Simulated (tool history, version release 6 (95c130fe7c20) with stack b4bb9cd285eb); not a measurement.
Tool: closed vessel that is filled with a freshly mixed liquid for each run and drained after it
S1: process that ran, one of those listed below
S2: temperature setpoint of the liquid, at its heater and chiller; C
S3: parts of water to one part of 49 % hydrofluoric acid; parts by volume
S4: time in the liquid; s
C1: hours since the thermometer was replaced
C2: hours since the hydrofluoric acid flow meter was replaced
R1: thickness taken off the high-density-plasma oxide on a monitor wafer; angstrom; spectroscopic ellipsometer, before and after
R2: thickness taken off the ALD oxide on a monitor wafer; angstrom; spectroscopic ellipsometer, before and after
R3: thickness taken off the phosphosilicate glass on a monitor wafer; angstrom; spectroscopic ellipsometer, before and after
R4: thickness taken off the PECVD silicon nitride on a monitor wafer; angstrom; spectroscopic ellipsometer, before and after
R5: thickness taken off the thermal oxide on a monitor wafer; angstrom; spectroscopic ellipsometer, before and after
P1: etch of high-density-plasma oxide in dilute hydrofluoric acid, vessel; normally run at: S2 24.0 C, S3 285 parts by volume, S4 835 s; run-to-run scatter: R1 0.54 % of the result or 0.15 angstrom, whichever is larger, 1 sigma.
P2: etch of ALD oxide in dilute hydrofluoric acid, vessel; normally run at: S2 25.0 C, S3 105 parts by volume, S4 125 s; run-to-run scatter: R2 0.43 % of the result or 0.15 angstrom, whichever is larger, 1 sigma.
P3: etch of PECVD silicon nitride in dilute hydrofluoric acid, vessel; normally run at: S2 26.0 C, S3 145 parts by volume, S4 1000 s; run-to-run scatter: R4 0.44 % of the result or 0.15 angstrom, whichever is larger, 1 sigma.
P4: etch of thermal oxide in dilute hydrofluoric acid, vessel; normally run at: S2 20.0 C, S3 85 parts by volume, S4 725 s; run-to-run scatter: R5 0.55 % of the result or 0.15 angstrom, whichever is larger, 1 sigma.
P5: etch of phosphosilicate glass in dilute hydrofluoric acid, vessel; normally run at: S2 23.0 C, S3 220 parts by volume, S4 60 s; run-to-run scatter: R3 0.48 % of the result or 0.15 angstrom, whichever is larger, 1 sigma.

| run | day | S1 | S2 | S3 | S4 | C1 | C2 | R1 | R2 | R3 | R4 | R5 |
|---|---|---|---|---|---|---|---|---|---|---|---|---|
| 1 | 0.521 | P1 | 24.0 | 285 | 835 | 441.4 | 1011.0 | 160.150 |  |  |  |  |
| 2 | 1.100 | P1 | 24.0 | 285 | 835 | 455.3 | 1024.9 | 158.310 |  |  |  |  |
| 3 | 1.779 | P1 | 17.5 | 285 | 835 | 471.6 | 1041.2 | 126.460 |  |  |  |  |
| 4 | 2.288 | P1 | 24.0 | 285 | 1595 | 483.8 | 1053.4 | 306.640 |  |  |  |  |
| 5 | 3.004 | P1 | 30.0 | 445 | 835 | 501.0 | 1070.6 | 105.910 |  |  |  |  |
| 6 | 3.429 | P1 | 24.0 | 390 | 835 | 511.2 | 1080.8 | 106.530 |  |  |  |  |
| 7 | 4.071 | P2 | 25.0 | 165 | 125 | 526.6 | 1096.2 |  | 133.22 |  |  |  |
| 8 | 4.412 | P5 | 23.0 | 220 | 110 | 534.8 | 1104.4 |  |  | 360.26 |  |  |
| 9 | 4.792 | P5 | 23.0 | 350 | 60 | 543.9 | 1113.5 |  |  | 109.06 |  |  |
| 10 | 5.508 | P3 | 26.0 | 145 | 1000 | 561.1 | 1130.7 |  |  |  | 314.81 |  |
| 11 | 5.900 | P3 | 26.0 | 145 | 1000 | 570.5 | 1140.1 |  |  |  | 313.00 |  |
| 12 | 6.625 | P1 | 24.0 | 100 | 1465 | 587.9 | 1157.5 | 974.820 |  |  |  |  |
| 13 | 7.017 | P4 | 25.0 | 85 | 725 | 597.3 | 1166.9 |  |  |  |  | 428.07 |
| 14 | 7.617 | P1 | 24.0 | 285 | 835 | 611.7 | 1181.3 | 160.290 |  |  |  |  |
| 15 | 8.354 | P1 | 24.0 | 285 | 835 | 629.4 | 1199.0 | 159.720 |  |  |  |  |
| 16 | 8.712 | P1 | 24.0 | 90 | 835 | 638.0 | 1207.6 | 626.200 |  |  |  |  |
| 17 | 9.083 | P5 | 23.0 | 220 | 60 | 646.9 | 1216.5 |  |  | 195.37 |  |  |
| 18 | 9.521 | P5 | 23.0 | 220 | 60 | 657.4 | 1227.0 |  |  | 196.34 |  |  |
| 19 | 9.971 | P4 | 20.0 | 150 | 725 | 668.2 | 1237.8 |  |  |  |  | 184.89 |
| 20 | 10.529 | P5 | 18.5 | 220 | 60 | 681.6 | 1251.2 |  |  | 164.31 |  |  |
| 21 | 11.142 | P1 | 24.0 | 285 | 835 | 696.3 | 1265.9 | 158.170 |  |  |  |  |
| 22 | 11.883 | P2 | 25.0 | 105 | 245 | 714.1 | 1283.7 |  | 440.67 |  |  |  |
| 23 | 12.467 | P3 | 26.0 | 145 | 1890 | 728.1 | 1297.7 |  |  |  | 590.31 |  |
| 24 | 13.046 | P3 | 32.5 | 145 | 1000 | 742.0 | 1311.6 |  |  |  | 468.44 |  |
| 25 | 13.688 | P2 | 25.0 | 105 | 125 | 757.4 | 1327.0 |  | 225.33 |  |  |  |
| 26 | 14.179 | P2 | 32.5 | 105 | 125 | 769.2 | 1338.8 |  | 299.77 |  |  |  |
| 27 | 14.829 | P4 | 20.0 | 85 | 725 | 784.8 | 1354.4 |  |  |  |  | 350.18 |
| 28 | 15.233 | P1 | 24.0 | 285 | 835 | 794.5 | 1364.1 | 157.810 |  |  |  |  |
| 29 | 15.850 | P3 | 26.0 | 250 | 1000 | 809.3 | 1378.9 |  |  |  | 181.62 |  |
| 30 | 16.408 | P4 | 20.0 | 85 | 1405 | 822.7 | 1392.3 |  |  |  |  | 672.24 |
| 31 | 16.862 | P1 | 31.0 | 285 | 835 | 833.6 | 1403.2 | 200.750 |  |  |  |  |
| 32 | 17.275 | P1 | 24.0 | 285 | 420 | 843.5 | 1413.1 | 79.682 |  |  |  |  |
| 33 | 17.717 | P1 | 24.0 | 285 | 835 | 854.1 | 1423.7 | 158.020 |  |  |  |  |
| 34 | 18.171 | P1 | 24.0 | 285 | 835 | 865.0 | 1434.6 | 163.140 |  |  |  |  |
| 35 | 18.804 | P1 | 24.0 | 285 | 835 | 880.2 | 1449.8 | 165.260 |  |  |  |  |
| 36 | 19.504 | P1 | 24.0 | 285 | 835 | 897.0 | 1466.6 | 167.820 |  |  |  |  |
| 37 | 20.046 | P1 | 24.0 | 285 | 835 | 910.0 | 1479.6 | 168.370 |  |  |  |  |
| 38 | 20.662 | P1 | 24.0 | 285 | 835 | 924.8 | 1494.4 | 167.170 |  |  |  |  |
| 39 | 21.167 | P1 | 24.0 | 285 | 835 | 936.9 | 1506.5 | 168.100 |  |  |  |  |

What P1 gives has crept away from where it was. These 2 causes fit the log equally well, each at the size given:
A: hydrofluoric acid flow above the setpoint (%) = 4.3
B: liquid hotter than its thermometer reads (K) = 1.55
The creep began at about day 17.717.

4 check runs are offered, one wafer each, their results left as question marks. Which one tells the causes apart?
| check 1 | 21.671 | P3 | 26.0 | 250 | 1835 |  |  |  |  |  | ? |  |
| check 2 | 21.671 | P4 | 20.0 | 135 | 1270 |  |  |  |  |  |  | ? |
| check 3 | 21.671 | P5 | 23.0 | 340 | 100 |  |  |  |  | ? |  |  |
| check 4 | 21.671 | P2 | 32.0 | 155 | 125 |  |  |  | ? |  |  |  |

What each check would give under each cause:
| check | result | if A | if B |
|---|---|---|---|
| check 1 | R4 | 349.16 | 367.62 |
| check 2 | R5 | 382.26 | 387.54 |
| check 3 | R3 | 198.99 | 198.53 |
| check 4 | R2 | 195.33 | 195.93 |
How far apart the two closest causes lie, in the result that separates them most: check 1 5.15 %; check 2 1.37 %; check 3 0.23 %; check 4 0.31 %
Only check 1 tells the causes apart: in the others they would give nearly the same result.

Then check 1 was run and gave: R4 347.15 angstrom. Which cause is it?

It is A: hydrofluoric acid flow above the setpoint (%).

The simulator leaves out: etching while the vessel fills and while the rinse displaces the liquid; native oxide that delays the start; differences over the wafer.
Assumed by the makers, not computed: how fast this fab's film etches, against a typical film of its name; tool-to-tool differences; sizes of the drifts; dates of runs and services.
